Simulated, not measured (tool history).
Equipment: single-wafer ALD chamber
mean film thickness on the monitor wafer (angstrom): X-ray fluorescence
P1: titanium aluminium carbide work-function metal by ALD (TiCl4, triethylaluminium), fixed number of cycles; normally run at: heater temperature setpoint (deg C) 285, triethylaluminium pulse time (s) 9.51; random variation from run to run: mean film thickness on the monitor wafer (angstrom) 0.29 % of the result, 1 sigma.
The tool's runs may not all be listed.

| run | hour | heater temperature setpoint (deg C) | triethylaluminium pulse time (s) | hours since the last thermocouple change | hours since the last triethylaluminium bottle change | mean film thickness on the monitor wafer (angstrom) |
|---|---|---|---|---|---|---|
| 1 | 8.6 | 285 | 9.51 | 786.5 | 571.7 | 18.164 |
| 2 | 17.3 | 306 | 9.51 | 795.2 | 580.4 | 19.939 |
| 3 | 21.7 | 285 | 9.51 | 799.6 | 584.8 | 18.1 |
| 4 | 29.9 | 285 | 3.27 | 807.8 | 593 | 12.704 |
| 5 | 35 | 262 | 9.51 | 812.9 | 598.1 | 16.269 |
| 6 | 39.8 | 285 | 9.51 | 817.7 | 602.9 | 18.117 |
| 7 | 44 | 285 | 9.51 | 821.9 | 607.1 | 18.158 |
| 8 | 53.1 | 285 | 9.51 | 831 | 616.2 | 18.187 |
| 9 | 58.5 | 285 | 13.26 | 836.4 | 621.6 | 18.63 |
| 10 | 67.4 | 298 | 14.42 | 845.3 | 630.5 | 19.827 |
| 11 | 74.2 | 285 | 9.51 | 852.1 | 637.3 | 18.144 |
| 12 | 83.1 | 295 | 14.54 | 861 | 646.2 | 19.502 |
| 13 | 87.6 | 285 | 9.51 | 865.5 | 650.7 | 18.153 |
| 14 | 92.6 | 285 | 9.51 | 870.5 | 655.7 | 18.054 |
| 15 | 98.2 | 285 | 9.51 | 876.1 | 661.3 | 17.966 |
| 16 | 102.9 | 285 | 9.51 | 880.8 | 666 | 17.849 |
| 17 | 110.4 | 285 | 9.51 | 888.3 | 673.5 | 17.786 |
| 18 | 118.8 | 285 | 9.51 | 896.7 | 681.9 | 17.732 |
| 19 | 123.6 | 285 | 9.51 | 901.5 | 686.7 | 17.774 |
| 20 | 127.8 | 285 | 9.51 | 905.7 | 690.9 | 17.747 |
| 21 | 132.8 | 285 | 9.51 | 910.7 | 695.9 | 17.688 |
| 22 | 139.1 | 285 | 9.51 | 917 | 702.2 | 17.637 |
| 23 | 147.2 | 285 | 9.51 | 925.1 | 710.3 | 17.672 |

The log shows P1 creeping away from where it was. Any of the 2 causes listed here, at the size stated for it, fits the log just as well as the others:
A: wafer temperature below the value expected at the setpoint (K) = 5.07
B: triethylaluminium dose below that of a fresh bottle (%) = 14.2
Creep in the process output first set in at about hour 87.6.

Question marks stand in for the results of the 4 check runs listed below, each run on one wafer. Under which run would the listed causes show clearly different results?
| check 1 | 155.3 | 263 | 9.51 |  |  | ? |
| check 2 | 155.3 | 274 | 6.15 |  |  | ? |
| check 3 | 155.3 | 305 | 9.51 |  |  | ? |
| check 4 | 155.3 | 276 | 9.51 |  |  | ? |

Outcome of each check run for each possible cause:
| check | result | if A | if B |
|---|---|---|---|
| check 1 | mean film thickness on the monitor wafer (angstrom) | 15.908 | 15.939 |
| check 2 | mean film thickness on the monitor wafer (angstrom) | 15.363 | 14.989 |
| check 3 | mean film thickness on the monitor wafer (angstrom) | 19.371 | 19.339 |
| check 4 | mean film thickness on the monitor wafer (angstrom) | 16.963 | 16.976 |
Per check, the gap between the least separated pair of causes, taken in the result that splits them most: check 1 0.19 %; check 2 2.47 %; check 3 0.16 %; check 4 0.07 %
Check 2 distinguishes between the causes, while the remaining checks would return nearly the same result for all of them.

Check 2 was then run and gave: mean film thickness on the monitor wafer (angstrom) 14.989. Which cause is it?

Of the candidate causes, it is B: triethylaluminium dose below that of a fresh bottle (%).
